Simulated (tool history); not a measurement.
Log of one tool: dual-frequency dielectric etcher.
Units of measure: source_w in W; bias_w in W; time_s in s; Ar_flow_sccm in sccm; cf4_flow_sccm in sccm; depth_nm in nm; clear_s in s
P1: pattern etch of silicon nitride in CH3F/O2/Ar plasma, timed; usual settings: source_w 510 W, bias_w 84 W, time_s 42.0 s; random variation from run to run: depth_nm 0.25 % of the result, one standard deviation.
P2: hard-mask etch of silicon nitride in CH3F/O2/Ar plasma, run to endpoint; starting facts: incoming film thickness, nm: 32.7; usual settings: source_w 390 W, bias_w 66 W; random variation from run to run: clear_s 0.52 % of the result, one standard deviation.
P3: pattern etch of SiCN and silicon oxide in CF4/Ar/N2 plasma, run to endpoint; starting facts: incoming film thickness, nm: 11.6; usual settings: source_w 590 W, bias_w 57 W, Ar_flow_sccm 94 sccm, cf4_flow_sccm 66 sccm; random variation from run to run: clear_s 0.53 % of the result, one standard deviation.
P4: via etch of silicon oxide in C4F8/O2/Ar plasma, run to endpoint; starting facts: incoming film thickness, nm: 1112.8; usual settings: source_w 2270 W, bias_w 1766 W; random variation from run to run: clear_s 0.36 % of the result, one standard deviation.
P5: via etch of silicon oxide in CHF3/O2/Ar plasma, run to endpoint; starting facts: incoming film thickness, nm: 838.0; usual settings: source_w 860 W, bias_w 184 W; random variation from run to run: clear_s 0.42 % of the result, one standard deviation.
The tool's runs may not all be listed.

| run | day | process | source_w | bias_w | time_s | Ar_flow_sccm | cf4_flow_sccm | hours since the last wet clean | hours since the last source power generator calibration | hours since the last bias power generator calibration | depth_nm | clear_s |
|---|---|---|---|---|---|---|---|---|---|---|---|---|
| 1 | 0.192 | P1 | 510 | 84 | 42.0 |  |  | 294.9 | 2074.3 | 966.0 | 34.348 |  |
| 2 | 0.521 | P1 | 510 | 52 | 42.0 |  |  | 302.8 | 2082.2 | 973.9 | 29.281 |  |
| 3 | 0.842 | P1 | 510 | 84 | 42.0 |  |  | 310.5 | 2089.9 | 981.6 | 34.353 |  |
| 4 | 1.071 | P1 | 510 | 84 | 42.0 |  |  | 316.0 | 2095.4 | 987.1 | 34.269 |  |
| 5 | 1.283 | P3 | 590 | 41 |  | 94 | 66 | 321.1 | 2100.5 | 992.2 |  | 12.8250 |
| 6 | 1.554 | P1 | 510 | 84 | 42.0 |  |  | 327.6 | 2107.0 | 998.7 | 34.306 |  |
| 7 | 1.829 | P1 | 360 | 84 | 42.0 |  |  | 334.2 | 2113.6 | 1005.3 | 30.273 |  |
| 8 | 2.158 | P1 | 680 | 84 | 42.0 |  |  | 342.1 | 2121.5 | 1013.2 | 38.377 |  |
| 9 | 2.433 | P1 | 510 | 65 | 58.5 |  |  | 348.7 | 2128.1 | 1019.8 | 43.812 |  |
| 10 | 2.588 | P3 | 590 | 57 |  | 94 | 66 | 352.4 | 2131.8 | 1023.5 |  | 11.5270 |
| 11 | 2.754 | P1 | 690 | 106 | 42.0 |  |  | 356.4 | 2135.8 | 1027.5 | 42.034 |  |
| 12 | 2.971 | P1 | 510 | 84 | 42.0 |  |  | 361.6 | 2141.0 | 1032.7 | 34.216 |  |
| 13 | 3.150 | P4 | 2270 | 1766 |  |  |  | 365.9 | 2145.3 | 1037.0 |  | 215.4800 |
| 14 | 3.467 | P2 | 390 | 39 |  |  |  | 373.5 | 2152.9 | 1044.6 |  | 58.5970 |
| 15 | 3.783 | P1 | 510 | 84 | 42.0 |  |  | 381.1 | 2160.5 | 1052.2 | 34.456 |  |
| 16 | 4.062 | P3 | 590 | 57 |  | 94 | 85 | 387.8 | 2167.2 | 1058.9 |  | 11.1280 |
| 17 | 4.300 | P1 | 510 | 84 | 62.5 |  |  | 393.5 | 2172.9 | 1064.6 | 51.147 |  |
| 18 | 4.471 | P4 | 1390 | 1766 |  |  |  | 397.6 | 2177.0 | 1068.7 |  | 260.2900 |
| 19 | 4.779 | P5 | 860 | 184 |  |  |  | 405.0 | 2184.4 | 1076.1 |  | 368.2400 |
| 20 | 4.958 | P2 | 250 | 66 |  |  |  | 409.3 | 2188.7 | 1080.4 |  | 58.7940 |
|  | 4.983 | wet clean of the chamber |
| 21 | 5.121 | P5 | 690 | 184 |  |  |  | 3.4 | 2192.6 | 1084.3 |  | 399.6200 |
| 22 | 5.350 | P3 | 590 | 57 |  | 56 | 66 | 8.9 | 2198.1 | 1089.8 |  | 10.7060 |
| 23 | 5.508 | P2 | 390 | 66 |  |  |  | 12.7 | 2201.9 | 1093.6 |  | 49.6930 |
| 24 | 5.725 | P3 | 840 | 57 |  | 94 | 66 | 17.9 | 2207.1 | 1098.8 |  | 8.4843 |
| 25 | 5.942 | P4 | 2270 | 1430 |  |  |  | 23.1 | 2212.3 | 1104.0 |  | 227.5700 |
| 26 | 6.154 | P1 | 510 | 103 | 42.0 |  |  | 28.2 | 2217.4 | 1109.1 | 36.904 |  |
| 27 | 6.425 | P5 | 860 | 122 |  |  |  | 34.7 | 2223.9 | 1115.6 |  | 418.5200 |
| 28 | 6.729 | P5 | 860 | 184 |  |  |  | 42.0 | 2231.2 | 1122.9 |  | 369.3700 |
| 29 | 7.054 | P4 | 2270 | 1766 |  |  |  | 49.8 | 2239.0 | 1130.7 |  | 214.4700 |
| 30 | 7.383 | P1 | 510 | 84 | 26.0 |  |  | 57.7 | 2246.9 | 1138.6 | 21.323 |  |
| 31 | 7.654 | P3 | 590 | 57 |  | 94 | 66 | 64.2 | 2253.4 | 1145.1 |  | 11.5720 |
| 32 | 7.983 | P1 | 510 | 84 | 42.0 |  |  | 72.1 | 2261.3 | 1153.0 | 34.237 |  |
| 33 | 8.179 | P1 | 510 | 84 | 42.0 |  |  | 76.8 | 2266.0 | 1157.7 | 34.113 |  |
| 34 | 8.417 | P1 | 510 | 84 | 42.0 |  |  | 82.5 | 2271.7 | 1163.4 | 33.956 |  |
| 35 | 8.704 | P1 | 510 | 84 | 42.0 |  |  | 89.4 | 2278.6 | 1170.3 | 33.817 |  |
|  | 8.800 | wet clean of the chamber |
| 36 | 9.008 | P1 | 510 | 84 | 42.0 |  |  | 5.1 | 2285.9 | 1177.6 | 33.751 |  |
| 37 | 9.158 | P1 | 510 | 84 | 42.0 |  |  | 8.7 | 2289.5 | 1181.2 | 33.898 |  |
| 38 | 9.483 | P1 | 510 | 84 | 42.0 |  |  | 16.5 | 2297.3 | 1189.0 | 33.832 |  |
| 39 | 9.658 | P1 | 510 | 84 | 42.0 |  |  | 20.7 | 2301.5 | 1193.2 | 33.633 |  |

Compared with where it was, what P1 gives has crept away. Each cause listed below fits the log as well as the rest, at the size given for it:
A: source power that arrives under what is set, % = 4.33
B: bias power that arrives under what is set, % = 4.72
The creep began at about day 7.983.
Excluded causes, each with its reason:
chamber walls in a state that lowers the etch rate, %: serviced at day 8.800, after the drift had started, without restoring the earlier output

Which of the 4 check runs listed below, each an average over 3 wafers with its results shown as question marks, gives clearly different results under the different listed causes?
| check 1 | 9.833 | P5 | 730 | 128 |  |  |  |  |  |  |  | ? |
| check 2 | 9.833 | P4 | 1680 | 1766 |  |  |  |  |  |  |  | ? |
| check 3 | 9.833 | P3 | 710 | 57 |  | 94 | 81 |  |  |  |  | ? |
| check 4 | 9.833 | P2 | 310 | 48 |  |  |  |  |  |  |  | ? |

How each check would come out, cause by cause:
| check | result | if A | if B |
|---|---|---|---|
| check 1 | clear_s | 446.6200 | 445.4600 |
| check 2 | clear_s | 246.5500 | 245.5200 |
| check 3 | clear_s | 9.8913 | 9.6432 |
| check 4 | clear_s | 61.3390 | 61.2210 |
Gap, in per cent, between the two causes that each check separates least, read from the result that separates them most: check 1 0.26 %; check 2 0.42 %; check 3 2.54 %; check 4 0.19 %
Check 3 tells the causes apart: in the others they would give nearly the same result.

After running check 3, the following was obtained: clear_s 9.6807 s. Which cause does this point to?

The correct cause is B, namely: bias power that arrives under what is set, %.
